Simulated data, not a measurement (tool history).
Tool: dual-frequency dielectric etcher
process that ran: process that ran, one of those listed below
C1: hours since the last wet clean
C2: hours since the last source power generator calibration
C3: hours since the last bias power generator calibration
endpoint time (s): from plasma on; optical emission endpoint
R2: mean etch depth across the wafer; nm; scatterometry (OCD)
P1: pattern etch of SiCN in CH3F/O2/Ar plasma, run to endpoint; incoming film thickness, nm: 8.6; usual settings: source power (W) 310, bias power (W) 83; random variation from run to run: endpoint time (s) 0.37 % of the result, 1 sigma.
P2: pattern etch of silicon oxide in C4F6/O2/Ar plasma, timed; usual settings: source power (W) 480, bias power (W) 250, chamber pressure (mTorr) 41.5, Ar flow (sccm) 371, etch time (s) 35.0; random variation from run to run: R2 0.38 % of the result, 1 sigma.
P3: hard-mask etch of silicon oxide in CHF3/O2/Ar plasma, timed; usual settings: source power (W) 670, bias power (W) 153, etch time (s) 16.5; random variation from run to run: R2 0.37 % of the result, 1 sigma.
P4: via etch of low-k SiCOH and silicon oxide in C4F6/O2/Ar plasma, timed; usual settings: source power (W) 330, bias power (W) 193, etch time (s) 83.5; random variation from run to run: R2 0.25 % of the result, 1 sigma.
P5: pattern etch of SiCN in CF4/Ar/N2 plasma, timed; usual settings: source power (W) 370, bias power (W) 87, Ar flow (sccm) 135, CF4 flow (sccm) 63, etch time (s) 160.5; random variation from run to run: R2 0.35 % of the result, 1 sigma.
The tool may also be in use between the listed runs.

run 1 hour=8.0 | process_that_ran=P1 source_power_(W)=310 bias_power_(W)=83 | C1=57.3 C2=2580.1 C3=987.6 | endpoint_time_(s)=24.214
run 2 hour=13.8 | process_that_ran=P1 source_power_(W)=250 bias_power_(W)=113 | C1=63.1 C2=2585.9 C3=993.4 | endpoint_time_(s)=23.123
run 3 hour=20.8 | process_that_ran=P5 source_power_(W)=370 bias_power_(W)=57 Ar_flow_(sccm)=135 CF4_flow_(sccm)=63 etch_time_(s)=160.5 | C1=70.1 C2=2592.9 C3=1000.4 | R2=98.837
run 4 hour=27.9 | process_that_ran=P5 source_power_(W)=370 bias_power_(W)=87 Ar_flow_(sccm)=135 CF4_flow_(sccm)=63 etch_time_(s)=160.5 | C1=77.2 C2=2600.0 C3=1007.5 | R2=115.580
run 5 hour=35.3 | process_that_ran=P5 source_power_(W)=370 bias_power_(W)=87 Ar_flow_(sccm)=89 CF4_flow_(sccm)=63 etch_time_(s)=160.5 | C1=84.6 C2=2607.4 C3=1014.9 | R2=122.670
run 6 hour=40.6 | process_that_ran=P3 source_power_(W)=670 bias_power_(W)=153 etch_time_(s)=16.5 | C1=89.9 C2=2612.7 C3=1020.2 | R2=32.662
run 7 hour=44.3 | process_that_ran=P2 source_power_(W)=480 bias_power_(W)=250 Ar_flow_(sccm)=371 etch_time_(s)=51.0 chamber_pressure_(mTorr)=41.5 | C1=93.6 C2=2616.4 C3=1023.9 | R2=177.330
run 8 hour=50.6 | process_that_ran=P5 source_power_(W)=280 bias_power_(W)=87 Ar_flow_(sccm)=135 CF4_flow_(sccm)=63 etch_time_(s)=160.5 | C1=99.9 C2=2622.7 C3=1030.2 | R2=90.459
run 9 hour=57.1 | process_that_ran=P5 source_power_(W)=370 bias_power_(W)=87 Ar_flow_(sccm)=135 CF4_flow_(sccm)=63 etch_time_(s)=212.5 | C1=106.4 C2=2629.2 C3=1036.7 | R2=153.110
run 10 hour=60.8 | process_that_ran=P3 source_power_(W)=670 bias_power_(W)=153 etch_time_(s)=16.5 | C1=110.1 C2=2632.9 C3=1040.4 | R2=32.912
run 11 hour=68.7 | process_that_ran=P1 source_power_(W)=310 bias_power_(W)=113 | C1=118.0 C2=2640.8 C3=1048.3 | endpoint_time_(s)=21.488
run 12 hour=75.7 | process_that_ran=P1 source_power_(W)=430 bias_power_(W)=83 | C1=125.0 C2=2647.8 C3=1055.3 | endpoint_time_(s)=21.208
run 13 hour=82.5 | process_that_ran=P1 source_power_(W)=220 bias_power_(W)=83 | C1=131.8 C2=2654.6 C3=1062.1 | endpoint_time_(s)=27.160
run 14 hour=87.0 | process_that_ran=P1 source_power_(W)=310 bias_power_(W)=83 | C1=136.3 C2=2659.1 C3=1066.6 | endpoint_time_(s)=23.998
run 15 hour=93.9 | process_that_ran=P2 source_power_(W)=480 bias_power_(W)=250 Ar_flow_(sccm)=371 etch_time_(s)=35.0 chamber_pressure_(mTorr)=41.5 | C1=143.2 C2=2666.0 C3=1073.5 | R2=121.590
run 16 hour=101.4 | process_that_ran=P3 source_power_(W)=670 bias_power_(W)=216 etch_time_(s)=16.5 | C1=150.7 C2=2673.5 C3=1081.0 | R2=36.842
run 17 hour=106.6 | process_that_ran=P2 source_power_(W)=480 bias_power_(W)=177 Ar_flow_(sccm)=371 etch_time_(s)=35.0 chamber_pressure_(mTorr)=41.5 | C1=155.9 C2=2678.7 C3=1086.2 | R2=107.740
run 18 hour=112.7 | process_that_ran=P4 source_power_(W)=330 bias_power_(W)=193 etch_time_(s)=83.5 | C1=162.0 C2=2684.8 C3=1092.3 | R2=215.340
run 19 hour=120.6 | process_that_ran=P4 source_power_(W)=330 bias_power_(W)=143 etch_time_(s)=83.5 | C1=169.9 C2=2692.7 C3=1100.2 | R2=196.100
run 20 hour=126.0 | process_that_ran=P1 source_power_(W)=310 bias_power_(W)=60 | C1=175.3 C2=2698.1 C3=1105.6 | endpoint_time_(s)=27.110
run 21 hour=131.2 | process_that_ran=P1 source_power_(W)=310 bias_power_(W)=83 | C1=180.5 C2=2703.3 C3=1110.8 | endpoint_time_(s)=23.980
run 22 hour=139.6 | process_that_ran=P2 source_power_(W)=580 bias_power_(W)=250 Ar_flow_(sccm)=371 etch_time_(s)=35.0 chamber_pressure_(mTorr)=41.5 | C1=188.9 C2=2711.7 C3=1119.2 | R2=130.600
run 23 hour=147.8 | process_that_ran=P5 source_power_(W)=370 bias_power_(W)=87 Ar_flow_(sccm)=135 CF4_flow_(sccm)=89 etch_time_(s)=160.5 | C1=197.1 C2=2719.9 C3=1127.4 | R2=121.770
run 24 hour=153.7 | process_that_ran=P1 source_power_(W)=370 bias_power_(W)=114 | C1=203.0 C2=2725.8 C3=1133.3 | endpoint_time_(s)=20.027
run 25 hour=157.5 | process_that_ran=P3 source_power_(W)=670 bias_power_(W)=153 etch_time_(s)=11.0 | C1=206.8 C2=2729.6 C3=1137.1 | R2=21.872
run 26 hour=164.3 | process_that_ran=P2 source_power_(W)=480 bias_power_(W)=250 Ar_flow_(sccm)=371 etch_time_(s)=35.0 chamber_pressure_(mTorr)=50.0 | C1=213.6 C2=2736.4 C3=1143.9 | R2=118.950
run 27 hour=171.4 | process_that_ran=P3 source_power_(W)=880 bias_power_(W)=153 etch_time_(s)=16.5 | C1=220.7 C2=2743.5 C3=1151.0 | R2=36.242
run 28 hour=176.8 | process_that_ran=P2 source_power_(W)=480 bias_power_(W)=250 Ar_flow_(sccm)=371 etch_time_(s)=35.0 chamber_pressure_(mTorr)=41.5 | C1=226.1 C2=2748.9 C3=1156.4 | R2=120.950
run 29 hour=185.0 | process_that_ran=P4 source_power_(W)=330 bias_power_(W)=193 etch_time_(s)=46.0 | C1=234.3 C2=2757.1 C3=1164.6 | R2=118.430
run 30 hour=192.7 | process_that_ran=P4 source_power_(W)=260 bias_power_(W)=193 etch_time_(s)=83.5 | C1=242.0 C2=2764.8 C3=1172.3 | R2=196.590
run 31 hour=201.0 | process_that_ran=P1 source_power_(W)=260 bias_power_(W)=65 | C1=250.3 C2=2773.1 C3=1180.6 | endpoint_time_(s)=28.183
run 32 hour=208.8 | process_that_ran=P2 source_power_(W)=480 bias_power_(W)=250 Ar_flow_(sccm)=302 etch_time_(s)=35.0 chamber_pressure_(mTorr)=41.5 | C1=258.1 C2=2780.9 C3=1188.4 | R2=124.010
run 33 hour=212.7 | process_that_ran=P1 source_power_(W)=310 bias_power_(W)=83 | C1=262.0 C2=2784.8 C3=1192.3 | endpoint_time_(s)=23.962
run 34 hour=218.5 | process_that_ran=P1 source_power_(W)=310 bias_power_(W)=83 | C1=267.8 C2=2790.6 C3=1198.1 | endpoint_time_(s)=23.947
run 35 hour=223.7 | process_that_ran=P1 source_power_(W)=310 bias_power_(W)=83 | C1=273.0 C2=2795.8 C3=1203.3 | endpoint_time_(s)=24.234
run 36 hour=229.7 | process_that_ran=P1 source_power_(W)=310 bias_power_(W)=83 | C1=279.0 C2=2801.8 C3=1209.3 | endpoint_time_(s)=24.036
run 37 hour=234.5 | process_that_ran=P1 source_power_(W)=310 bias_power_(W)=83 | C1=283.8 C2=2806.6 C3=1214.1 | endpoint_time_(s)=23.997
run 38 hour=239.2 | process_that_ran=P1 source_power_(W)=310 bias_power_(W)=83 | C1=288.5 C2=2811.3 C3=1218.8 | endpoint_time_(s)=24.266
run 39 hour=245.4 | process_that_ran=P1 source_power_(W)=310 bias_power_(W)=83 | C1=294.7 C2=2817.5 C3=1225.0 | endpoint_time_(s)=24.345
run 40 hour=251.3 | process_that_ran=P1 source_power_(W)=310 bias_power_(W)=83 | C1=300.6 C2=2823.4 C3=1230.9 | endpoint_time_(s)=24.450
-- hour=255.1 wet clean of the chamber
run 41 hour=259.3 | process_that_ran=P1 source_power_(W)=310 bias_power_(W)=83 | C1=4.3 C2=2831.4 C3=1238.9 | endpoint_time_(s)=24.637
run 42 hour=265.9 | process_that_ran=P1 source_power_(W)=310 bias_power_(W)=83 | C1=10.9 C2=2838.0 C3=1245.5 | endpoint_time_(s)=24.490
run 43 hour=271.4 | process_that_ran=P1 source_power_(W)=310 bias_power_(W)=83 | C1=16.4 C2=2843.5 C3=1251.0 | endpoint_time_(s)=24.697
run 44 hour=279.4 | process_that_ran=P1 source_power_(W)=310 bias_power_(W)=83 | C1=24.4 C2=2851.5 C3=1259.0 | endpoint_time_(s)=24.614
run 45 hour=283.2 | process_that_ran=P1 source_power_(W)=310 bias_power_(W)=83 | C1=28.2 C2=2855.3 C3=1262.8 | endpoint_time_(s)=24.718

What P1 gives has crept away from where it was. These 2 causes fit the log equally well, each at the size given:
A: bias power that arrives under what is set, % = 4.91
B: source power that arrives under what is set, % = 4.89
The creep began at about hour 229.7.
Why every other cause is out:
chamber walls in a state that lowers the etch rate, %: serviced at hour 255.1, which brought nothing back

4 check runs are offered, each on 2 wafers whose results are averaged, their results left as question marks. Which one tells the causes apart?
run check 1 hour=287.0 | process_that_ran=P4 source_power_(W)=330 bias_power_(W)=193 etch_time_(s)=83.5 | R2=?
run check 2 hour=287.0 | process_that_ran=P5 source_power_(W)=370 bias_power_(W)=87 Ar_flow_(sccm)=135 CF4_flow_(sccm)=63 etch_time_(s)=160.5 | R2=?
run check 3 hour=287.0 | process_that_ran=P2 source_power_(W)=480 bias_power_(W)=250 Ar_flow_(sccm)=371 etch_time_(s)=35.0 chamber_pressure_(mTorr)=41.5 | R2=?
run check 4 hour=287.0 | process_that_ran=P3 source_power_(W)=670 bias_power_(W)=153 etch_time_(s)=16.5 | R2=?

What each check would give under each cause:
check=check_1 result=R2 if_A=212.150 if_B=211.500
check=check_2 result=R2 if_A=113.290 if_B=110.600
check=check_3 result=R2 if_A=119.550 if_B=119.250
check=check_4 result=R2 if_A=32.226 if_B=32.121
How far apart the two closest causes lie, in the result that separates them most: check 1 0.31 %; check 2 2.4 %; check 3 0.25 %; check 4 0.33 %
Only check 2 tells the causes apart: in the others they would give nearly the same result.

Then check 2 was run and gave: R2 110.520 nm. Which cause is it?

It is B: source power that arrives under what is set, %.
